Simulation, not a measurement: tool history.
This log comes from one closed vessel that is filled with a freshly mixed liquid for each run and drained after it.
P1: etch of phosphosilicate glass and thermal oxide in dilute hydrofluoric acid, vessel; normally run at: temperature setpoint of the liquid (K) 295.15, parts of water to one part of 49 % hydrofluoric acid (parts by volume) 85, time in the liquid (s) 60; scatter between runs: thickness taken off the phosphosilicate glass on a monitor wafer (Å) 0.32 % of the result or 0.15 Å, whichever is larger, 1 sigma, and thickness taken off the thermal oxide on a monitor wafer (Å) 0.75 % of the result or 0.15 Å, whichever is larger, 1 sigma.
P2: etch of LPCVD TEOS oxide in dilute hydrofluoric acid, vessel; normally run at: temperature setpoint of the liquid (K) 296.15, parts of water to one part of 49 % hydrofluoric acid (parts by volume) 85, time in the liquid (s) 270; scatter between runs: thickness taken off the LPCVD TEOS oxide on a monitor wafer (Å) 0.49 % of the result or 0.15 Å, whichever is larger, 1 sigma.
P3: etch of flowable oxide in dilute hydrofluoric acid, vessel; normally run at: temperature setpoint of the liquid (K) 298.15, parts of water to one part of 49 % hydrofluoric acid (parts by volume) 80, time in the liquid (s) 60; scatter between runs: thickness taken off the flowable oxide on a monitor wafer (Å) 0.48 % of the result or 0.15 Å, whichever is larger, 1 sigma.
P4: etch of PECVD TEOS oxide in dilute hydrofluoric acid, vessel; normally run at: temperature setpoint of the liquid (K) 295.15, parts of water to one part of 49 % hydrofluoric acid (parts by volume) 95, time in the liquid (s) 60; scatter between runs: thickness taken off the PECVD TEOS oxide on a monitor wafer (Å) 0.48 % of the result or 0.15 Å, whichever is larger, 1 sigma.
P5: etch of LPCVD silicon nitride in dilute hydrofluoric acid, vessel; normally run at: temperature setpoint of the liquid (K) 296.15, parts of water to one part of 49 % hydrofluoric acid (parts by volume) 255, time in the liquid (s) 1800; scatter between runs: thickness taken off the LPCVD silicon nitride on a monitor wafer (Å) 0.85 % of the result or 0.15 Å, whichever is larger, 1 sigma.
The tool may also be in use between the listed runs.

| run | hour | process that ran | temperature setpoint of the liquid (K) | parts of water to one part of 49 % hydrofluoric acid (parts by volume) | time in the liquid (s) | thickness taken off the phosphosilicate glass on a monitor wafer (Å) | thickness taken off the thermal oxide on a monitor wafer (Å) | thickness taken off the flowable oxide on a monitor wafer (Å) | thickness taken off the LPCVD TEOS oxide on a monitor wafer (Å) | thickness taken off the PECVD TEOS oxide on a monitor wafer (Å) | thickness taken off the LPCVD silicon nitride on a monitor wafer (Å) |
|---|---|---|---|---|---|---|---|---|---|---|---|
| 1 | 8 | P1 | 295.15 | 85 | 60 | 1211.1 | 33.097 |  |  |  |  |
| 2 | 22.3 | P1 | 295.15 | 85 | 60 | 1214.3 | 33.017 |  |  |  |  |
| 3 | 33.2 | P1 | 295.15 | 85 | 60 | 1213.6 | 33.065 |  |  |  |  |
| 4 | 45.3 | P1 | 295.15 | 140 | 35 | 406.1 | 11.062 |  |  |  |  |
| 5 | 53.7 | P1 | 303.15 | 85 | 60 | 1677.3 | 45.104 |  |  |  |  |
| 6 | 62.5 | P3 | 304.15 | 80 | 60 |  |  | 448.24 |  |  |  |
| 7 | 74.7 | P1 | 295.15 | 30 | 30 | 1848.5 | 50.744 |  |  |  |  |
| 8 | 86.6 | P1 | 295.15 | 85 | 60 | 1213.3 | 33.185 |  |  |  |  |
| 9 | 99.3 | P2 | 296.15 | 115 | 270 |  |  |  | 368.71 |  |  |
| 10 | 107.6 | P1 | 295.15 | 85 | 30 | 606.75 | 16.741 |  |  |  |  |
| 11 | 122.7 | P2 | 296.15 | 85 | 100 |  |  |  | 190.96 |  |  |
| 12 | 136.8 | P4 | 295.15 | 95 | 30 |  |  |  |  | 48.048 |  |
| 13 | 148.7 | P1 | 295.15 | 85 | 95 | 1932.5 | 53.451 |  |  |  |  |
| 14 | 161.4 | P1 | 291.15 | 85 | 60 | 1034.6 | 28.309 |  |  |  |  |
| 15 | 172.1 | P1 | 298.65 | 85 | 110 | 2563.4 | 70.825 |  |  |  |  |
| 16 | 179.3 | P4 | 295.15 | 95 | 60 |  |  |  |  | 96.894 |  |
| 17 | 188.2 | P2 | 296.15 | 85 | 270 |  |  |  | 514.19 |  |  |
| 18 | 204.6 | P1 | 295.15 | 45 | 60 | 2422.9 | 65.346 |  |  |  |  |
| 19 | 215.3 | P5 | 292.15 | 255 | 1800 |  |  |  |  |  | 24.271 |
| 20 | 231.7 | P1 | 295.15 | 85 | 60 | 1213.6 | 33.694 |  |  |  |  |
| 21 | 244.8 | P3 | 298.15 | 30 | 60 |  |  | 1006.2 |  |  |  |
| 22 | 251.8 | P1 | 295.15 | 135 | 60 | 724.11 | 19.907 |  |  |  |  |
| 23 | 260.9 | P4 | 290.15 | 95 | 60 |  |  |  |  | 78.492 |  |
| 24 | 276.8 | P3 | 298.15 | 80 | 30 |  |  | 176.56 |  |  |  |
| 25 | 285.4 | P1 | 295.15 | 85 | 60 | 1215.1 | 33.684 |  |  |  |  |
| 26 | 296.7 | P5 | 296.15 | 255 | 665 |  |  |  |  |  | 11.504 |
| 27 | 310 | P2 | 290.15 | 85 | 270 |  |  |  | 404.85 |  |  |
| 28 | 326.1 | P3 | 298.15 | 80 | 60 |  |  | 350.7 |  |  |  |
| 29 | 337.2 | P5 | 296.15 | 255 | 1800 |  |  |  |  |  | 31.536 |
| 30 | 353.3 | P5 | 296.15 | 365 | 1800 |  |  |  |  |  | 22.226 |
| 31 | 364.9 | P4 | 295.15 | 30 | 60 |  |  |  |  | 332.31 |  |
| 32 | 373.7 | P1 | 295.15 | 85 | 60 | 1219.9 | 33.349 |  |  |  |  |
| 33 | 385.1 | P1 | 295.15 | 85 | 60 | 1183.9 | 32.032 |  |  |  |  |
| 34 | 396.3 | P1 | 295.15 | 85 | 60 | 1164 | 31.866 |  |  |  |  |
| 35 | 410.6 | P1 | 295.15 | 85 | 60 | 1156.7 | 31.9 |  |  |  |  |
| 36 | 424.9 | P1 | 295.15 | 85 | 60 | 1154.7 | 31.099 |  |  |  |  |
| 37 | 433.6 | P1 | 295.15 | 85 | 60 | 1156.7 | 31.396 |  |  |  |  |
| 38 | 443.1 | P1 | 295.15 | 85 | 60 | 1146.2 | 31.46 |  |  |  |  |
| 39 | 450.4 | P1 | 295.15 | 85 | 60 | 1144.6 | 30.724 |  |  |  |  |

What P1 gives has crept off from where it sat before. The 2 causes that follow fit the log equally well, each at the size noted:
A: hydrofluoric acid flow below the setpoint (%) = 5.16
B: liquid colder than its thermometer reads (K) = 1.43
Creep in the process output first set in at about hour 373.7.

You are offered 4 check runs, listed below with question marks in place of their results; each one averages 5 wafers. Which run separates the listed causes by giving clearly different results for each?
| check 1 | 457.7 | P5 | 296.15 | 255 | 1800 |  |  |  |  |  | ? |
| check 2 | 457.7 | P4 | 295.15 | 95 | 60 |  |  |  |  | ? |  |
| check 3 | 457.7 | P3 | 298.15 | 80 | 60 |  |  | ? |  |  |  |
| check 4 | 457.7 | P2 | 296.15 | 85 | 270 |  |  |  | ? |  |  |

Outcome of each check run for each possible cause:
| check | result | if A | if B |
|---|---|---|---|
| check 1 | thickness taken off the LPCVD silicon nitride on a monitor wafer (Å) | 29.727 | 28.619 |
| check 2 | thickness taken off the PECVD TEOS oxide on a monitor wafer (Å) | 90.919 | 90.992 |
| check 3 | thickness taken off the flowable oxide on a monitor wafer (Å) | 331.47 | 331.87 |
| check 4 | thickness taken off the LPCVD TEOS oxide on a monitor wafer (Å) | 486.91 | 487.12 |
Separation of the two closest causes in each check, using whichever result separates them best: check 1 3.8 %; check 2 0.08 %; check 3 0.12 %; check 4 0.04 %
Only in check 1 would the causes give clearly different results; in the remaining checks their results would be nearly the same.

Check 1 was then run and gave: thickness taken off the LPCVD silicon nitride on a monitor wafer (Å) 28.557. Which cause is it?

It was cause B: liquid colder than its thermometer reads (K).

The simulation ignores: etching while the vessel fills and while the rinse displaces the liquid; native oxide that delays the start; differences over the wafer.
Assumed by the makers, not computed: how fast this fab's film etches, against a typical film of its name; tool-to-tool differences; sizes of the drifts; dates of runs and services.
